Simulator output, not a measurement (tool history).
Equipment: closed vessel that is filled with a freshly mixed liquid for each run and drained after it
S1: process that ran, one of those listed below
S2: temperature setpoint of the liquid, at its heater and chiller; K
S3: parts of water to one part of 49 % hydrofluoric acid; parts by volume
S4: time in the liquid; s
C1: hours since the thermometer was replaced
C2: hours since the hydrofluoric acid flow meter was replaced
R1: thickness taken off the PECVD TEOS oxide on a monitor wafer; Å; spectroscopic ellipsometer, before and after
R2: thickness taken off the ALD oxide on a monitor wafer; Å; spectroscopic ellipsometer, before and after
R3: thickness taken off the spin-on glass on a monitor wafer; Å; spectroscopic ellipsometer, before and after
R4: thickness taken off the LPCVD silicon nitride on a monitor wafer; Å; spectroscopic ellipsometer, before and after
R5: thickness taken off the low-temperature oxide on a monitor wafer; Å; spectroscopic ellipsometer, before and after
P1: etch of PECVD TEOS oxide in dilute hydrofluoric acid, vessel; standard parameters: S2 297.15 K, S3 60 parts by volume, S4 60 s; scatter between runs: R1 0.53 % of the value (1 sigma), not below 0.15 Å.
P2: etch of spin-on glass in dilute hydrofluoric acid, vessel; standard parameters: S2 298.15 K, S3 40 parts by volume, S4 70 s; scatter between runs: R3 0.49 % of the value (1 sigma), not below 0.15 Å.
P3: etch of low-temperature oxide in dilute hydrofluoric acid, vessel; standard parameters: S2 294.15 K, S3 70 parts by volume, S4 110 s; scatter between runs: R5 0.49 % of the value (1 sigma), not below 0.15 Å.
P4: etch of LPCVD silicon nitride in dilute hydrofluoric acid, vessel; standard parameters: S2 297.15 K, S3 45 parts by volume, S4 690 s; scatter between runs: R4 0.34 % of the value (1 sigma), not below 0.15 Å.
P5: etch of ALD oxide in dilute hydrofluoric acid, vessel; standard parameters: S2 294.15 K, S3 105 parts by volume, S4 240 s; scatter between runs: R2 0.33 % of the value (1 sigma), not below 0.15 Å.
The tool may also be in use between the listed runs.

run	hour	S1	S2	S3	S4	C1	C2	R1	R2	R3	R4	R5
1	9.1	P1	297.15	60	60	1174.0	1589.5	204.41				
2	18.0	P5	294.15	40	240	1182.9	1598.4		979.15			
3	25.1	P1	297.15	110	60	1190.0	1605.5	103.01				
4	30.7	P5	290.65	105	240	1195.6	1611.1		297.04			
5	40.2	P2	298.15	40	70	1205.1	1620.6			531.31		
6	48.6	P1	297.15	60	110	1213.5	1629.0	372.23				
7	57.6	P4	297.15	45	690	1222.5	1638.0				76.537	
8	63.1	P1	305.15	60	35	1228.0	1643.5	162.60				
9	71.7	P2	298.15	40	70	1236.6	1652.1			531.49		
10	78.1	P1	293.15	60	115	1243.0	1658.5	329.66				
11	85.1	P4	297.15	45	1340	1250.0	1665.5				148.380	
12	94.0	P1	297.15	35	60	1258.9	1674.4	361.71				
13	101.6	P4	303.15	45	690	1266.5	1682.0				113.620	
14	106.5	P2	298.15	70	70	1271.4	1686.9			290.77		
15	113.8	P5	294.15	105	115	1278.7	1694.2		163.92			
16	123.0	P1	297.15	100	115	1287.9	1703.4	223.20				
17	129.3	P1	297.15	60	60	1294.2	1709.7	203.16				
18	134.3	P1	297.15	60	60	1299.2	1714.7	202.68				
19	141.2	P2	298.15	40	130	1306.1	1721.6			985.23		
20	148.8	P3	294.15	70	205	1313.7	1729.2					381.76
21	155.0	P1	297.15	60	30	1319.9	1735.4	101.04				
22	161.3	P3	294.15	35	110	1326.2	1741.7					427.86
23	166.8	P3	294.15	70	110	1331.7	1747.2					203.69
24	173.2	P4	297.15	45	690	1338.1	1753.6				76.717	
25	181.2	P3	290.15	70	110	1346.1	1761.6					172.36
26	189.5	P5	294.15	105	240	1354.4	1769.9		342.01			
27	196.0	P1	297.15	60	60	1360.9	1776.4	203.26				
28	203.5	P2	291.15	40	70	1368.4	1783.9			397.59		
29	208.7	P3	294.15	70	110	1373.6	1789.1					205.35

Run 30, settings as shown, results not yet in. Your forecast:
30	214.1	P4	297.15	60	690	1379.0	1794.5				?	

For run 30 the tool returned R4 57.519 Å.
